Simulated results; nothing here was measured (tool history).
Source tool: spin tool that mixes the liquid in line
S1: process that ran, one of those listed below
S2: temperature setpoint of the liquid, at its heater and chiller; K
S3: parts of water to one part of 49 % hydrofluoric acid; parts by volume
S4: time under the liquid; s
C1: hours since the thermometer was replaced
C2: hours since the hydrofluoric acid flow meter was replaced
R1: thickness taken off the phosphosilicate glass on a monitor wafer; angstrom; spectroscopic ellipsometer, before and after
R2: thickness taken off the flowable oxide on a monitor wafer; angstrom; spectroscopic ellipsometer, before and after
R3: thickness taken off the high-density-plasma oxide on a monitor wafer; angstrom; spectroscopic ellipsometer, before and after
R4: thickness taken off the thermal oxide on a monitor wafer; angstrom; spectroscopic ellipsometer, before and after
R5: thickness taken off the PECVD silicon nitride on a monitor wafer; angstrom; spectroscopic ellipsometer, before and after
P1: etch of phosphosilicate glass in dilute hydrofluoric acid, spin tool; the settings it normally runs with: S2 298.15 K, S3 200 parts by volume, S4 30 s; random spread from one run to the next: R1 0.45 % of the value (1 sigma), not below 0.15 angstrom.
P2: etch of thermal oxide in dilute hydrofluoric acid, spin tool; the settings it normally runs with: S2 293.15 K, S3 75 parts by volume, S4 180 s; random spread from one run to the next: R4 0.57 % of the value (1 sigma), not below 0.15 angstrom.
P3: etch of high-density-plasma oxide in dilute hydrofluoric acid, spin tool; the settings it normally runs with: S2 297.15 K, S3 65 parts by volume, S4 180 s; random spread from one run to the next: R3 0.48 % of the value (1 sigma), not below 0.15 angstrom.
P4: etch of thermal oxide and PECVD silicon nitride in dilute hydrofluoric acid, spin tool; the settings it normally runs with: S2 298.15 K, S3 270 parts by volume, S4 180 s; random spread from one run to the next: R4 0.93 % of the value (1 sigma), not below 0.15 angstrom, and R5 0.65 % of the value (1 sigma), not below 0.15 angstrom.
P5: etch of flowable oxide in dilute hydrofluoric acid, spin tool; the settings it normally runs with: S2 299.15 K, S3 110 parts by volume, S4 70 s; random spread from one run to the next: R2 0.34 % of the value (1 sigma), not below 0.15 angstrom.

run   hour  S1      S2   S3   S4     C1      C2      R1      R2      R3      R4      R5
  1      5  P1  298.15  200   30  233.6  1031.7  96.642
  2   12.9  P1  298.15  200   30  241.5  1039.6  96.757
  3   17.6  P1  298.15  200   30  246.2  1044.3  95.793
  4   25.8  P5  307.15  110   70  254.4  1052.5          434.77
  5   33.4  P3  297.15  105  180    262  1060.1                  86.683
  6   39.8  P4  298.15  270  180  268.4  1066.5                          26.879  39.486
  7   44.1  P5  299.15  110  130  272.7  1070.8          596.34
  8   50.1  P1  298.15  200   30  278.7  1076.8  96.034
  9   58.4  P2  293.15   75   80    287  1085.1                          43.764
 10   66.5  P1  298.15  200   30  295.1  1093.2  95.723
 11   71.1  P5  299.15  110   70  299.7  1097.8          320.32
 12   75.4  P2  300.65   75  180    304  1102.1                          130.37
 13   82.1  P2  293.15  135  180  310.7  1108.8                          50.516
 14   86.3  P1  298.15   55   15  314.9    1113  208.86
 15   95.2  P1  293.15   90   30  323.8  1121.9  199.46
 16  100.5  P4  298.15  270  180  329.1  1127.2                          26.843  39.323
 17  108.7  P1  302.65  200   30  337.3  1135.4  113.53
 18  113.6  P1  298.15   35   30  342.2  1140.3  673.13
 19  118.3  P1  298.15  200   15  346.9    1145  48.169
 20  127.3  P3  305.15   65  180  355.9    1154                  203.97
 21  134.7  P4  306.65  270  180  363.3  1161.4                          35.822  65.052
 22  142.2  P1  290.65  200   45  370.8  1168.9  109.12
 23  148.5  P5  299.15  110   70  377.1  1175.2          319.83
 24  153.6  P1  298.15  200   30  382.2  1180.3  95.518
 25  160.4  P1  298.15  350   30    389  1187.1  47.648
 26  169.6  P1  298.15  200   30  398.2  1196.3  96.817
 27  176.6  P3  297.15   65  180  405.2  1203.3                  148.41
 28  183.3  P4  298.15  155  180  411.9    1210                          52.671  68.452
 29  190.8  P4  298.15  270   60  419.4  1217.5                          8.9048  13.024
 30  197.2  P3  297.15   65  335  425.8  1223.9                  272.31
 31  205.2  P1  298.15  200   50  433.8  1231.9  160.88
 32  214.8  P1  291.15  200   30  443.4  1241.5  73.519
 33  223.9  P5  299.15  170   70  452.5  1250.6          193.74
 34  228.1  P2  293.15   75  180  456.7  1254.8                          97.828
 35  234.9  P1  298.15  200   30  463.5  1261.6  95.581
 36  243.8  P1  298.15  200   30  472.4  1270.5  98.624
 37  249.5  P1  298.15  200   30  478.1  1276.2  100.96
 38  254.8  P1  298.15  200   30  483.4  1281.5  100.58
 39  263.6  P1  298.15  200   30  492.2  1290.3  102.87
 40  270.3  P1  298.15  200   30  498.9    1297  102.92
 41  277.9  P1  298.15  200   30  506.5  1304.6  103.93
 42  285.6  P1  298.15  200   30  514.2  1312.3  102.82
 43  293.4  P1  298.15  200   30    522  1320.1  103.22
 44  298.5  P1  298.15  200   30  527.1  1325.2  103.47

P1 no longer gives what it gave before; its output has crept away from where it was. The following 2 causes, each at its listed size, fit the log equally well:
A: liquid hotter than its thermometer reads (K) = 2.07
B: hydrofluoric acid flow above the setpoint (%) = 6.33
The gradual shift began around hour 234.9.

Which of the check runs below tells the causes apart, meaning the causes would give it clearly different results? Each run uses 2 wafers whose results are averaged, and each result is shown as a question mark.
check 1  303.6  P5  303.65  110  125               ?
check 2  303.6  P3  305.15   95  180                   ?
check 3  303.6  P4  298.15  270   65                       ?   ?
check 4  303.6  P2  298.65  130  180                       ?

If the cause were each of the candidates in turn, the checks would give the following:
  check  result    if A    if B
check 1      R2  733.85  730.07
check 2      R3  142.94   142.1
check 3      R4  10.378  10.446
check 3      R5  16.192  15.189
check 4      R4  70.789  70.265
Smallest distance between any two causes, each pair judged by its most separating result, in per cent: check 1 0.52 %; check 2 0.59 %; check 3 6.4 %; check 4 0.74 %
Check 3 distinguishes between the causes, while the remaining checks would return nearly the same result for all of them.

With check 3 done, the readings were: R4 10.379 angstrom; R5 15.252 angstrom. Identify which of the listed causes applies.

B is the cause: hydrofluoric acid flow above the setpoint (%).
